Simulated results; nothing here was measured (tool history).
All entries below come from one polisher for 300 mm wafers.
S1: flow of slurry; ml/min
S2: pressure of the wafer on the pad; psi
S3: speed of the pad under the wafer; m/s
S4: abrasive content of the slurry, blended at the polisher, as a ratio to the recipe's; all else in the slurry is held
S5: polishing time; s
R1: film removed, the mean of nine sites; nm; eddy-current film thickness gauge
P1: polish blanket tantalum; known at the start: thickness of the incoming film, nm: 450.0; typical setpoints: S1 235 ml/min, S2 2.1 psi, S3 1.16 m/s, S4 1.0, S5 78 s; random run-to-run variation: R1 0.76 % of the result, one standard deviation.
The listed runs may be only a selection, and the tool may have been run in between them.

run    day   S1   S2    S3   S4   S5       R1
  1  0.542  235  2.1  1.16  1.0   78  128.870
     1.033  -- slurry nozzle cleaned
  2  1.058  235  2.1  1.16  1.0   39   63.821
  3  1.554  235  2.1  1.74  1.0   78  192.170
  4  2.133  235  2.1  1.16  1.0  121  201.850
  5  2.558  235  2.1  1.16  1.0   78  129.200
  6  3.254  365  2.1  1.16  1.0   78  135.820
  7  3.812  235  1.1  1.16  1.0   78   66.823
  8  4.425  235  2.1  1.16  1.4   78  139.180
  9  5.104  235  2.1  1.16  1.0   78  129.230
 10  5.854  235  2.1  1.16  1.0   78  127.040
 11  6.196  235  2.1  1.16  1.0   78  127.930
 12  6.542  235  2.1  0.52  1.0   78   58.718
 13  6.900  235  2.7  1.16  1.0   78  165.410

Forecast run 14:
 14  7.638  235  2.1  1.16  1.0  78   ?

R1: 127.920 nm
